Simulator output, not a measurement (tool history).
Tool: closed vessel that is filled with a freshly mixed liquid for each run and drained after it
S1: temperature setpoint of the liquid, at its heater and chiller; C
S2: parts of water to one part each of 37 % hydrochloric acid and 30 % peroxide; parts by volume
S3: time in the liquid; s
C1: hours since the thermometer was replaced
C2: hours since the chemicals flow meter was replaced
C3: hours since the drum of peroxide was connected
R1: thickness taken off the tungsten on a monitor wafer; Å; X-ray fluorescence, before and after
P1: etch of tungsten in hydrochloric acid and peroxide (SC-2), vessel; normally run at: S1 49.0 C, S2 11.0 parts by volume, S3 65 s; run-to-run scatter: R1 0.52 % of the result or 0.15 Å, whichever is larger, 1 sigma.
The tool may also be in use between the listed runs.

run,hour,S1,S2,S3,C1,C2,C3,R1
1,12.7,49.0,11.0,65,179.8,563.8,389.3,66.118
2,20.8,62.0,6.5,65,187.9,571.9,397.4,234.980
3,36.4,65.5,11.0,65,203.5,587.5,413.0,188.950
4,45.7,49.0,17.0,30,212.8,596.8,422.3,21.063
5,58.0,49.0,11.0,65,225.1,609.1,434.6,66.130
6,71.8,49.0,11.0,65,238.9,622.9,448.4,66.424
7,83.2,49.0,16.5,65,250.3,634.3,459.8,46.990
8,98.4,63.0,11.0,120,265.5,649.5,475.0,301.630
9,112.5,49.0,11.0,65,279.6,663.6,489.1,66.206
10,126.6,49.0,11.0,30,293.7,677.7,503.2,30.573
11,139.7,49.0,11.0,100,306.8,690.8,516.3,102.930
12,150.8,35.0,11.0,65,317.9,701.9,527.4,24.791
13,165.4,49.0,4.0,65,332.5,716.5,542.0,143.190
14,177.3,49.0,11.0,65,344.4,728.4,553.9,66.560
15,189.1,49.0,11.0,65,356.2,740.2,565.7,66.060
16,200.0,49.0,11.0,65,367.1,751.1,576.6,63.642
17,212.8,49.0,11.0,65,379.9,763.9,589.4,63.453
18,224.7,49.0,11.0,65,391.8,775.8,601.3,62.235
19,232.1,49.0,11.0,65,399.2,783.2,608.7,62.097
# hour 238.5: new drum of peroxide connected
20,242.1,49.0,11.0,65,409.2,793.2,3.7,61.325
21,256.0,49.0,11.0,65,423.1,807.1,17.6,61.375

What P1 gives has crept away from where it was. These 2 causes fit the log equally well, each at the size given:
A: liquid colder than its thermometer reads (K) = 1.03
B: chemicals flow below the setpoint (%) = 7.81
The creep began at about hour 189.1.
Why every other cause is out:
peroxide weaker than its label (%): serviced at hour 238.5, which brought nothing back

4 check runs are offered, each on 5 wafers whose results are averaged, their results left as question marks. Which one tells the causes apart?
check 1,269.9,60.5,11.0,65,,,,?
check 2,269.9,49.0,7.5,65,,,,?
check 3,269.9,58.5,11.0,65,,,,?
check 4,269.9,35.0,4.0,65,,,,?

What each check would give under each cause:
check,result,if A,if B
check 1,R1,130.740,130.140
check 2,R1,84.541,84.933
check 3,R1,115.190,114.750
check 4,R1,49.818,50.866
How far apart the two closest causes lie, in the result that separates them most: check 1 0.46 %; check 2 0.46 %; check 3 0.38 %; check 4 2.08 %
Check 4 tells the causes apart: in the others they would give nearly the same result.

Check 4 was then run and gave: R1 50.826 Å. Which cause is it?

It is B: chemicals flow below the setpoint (%).
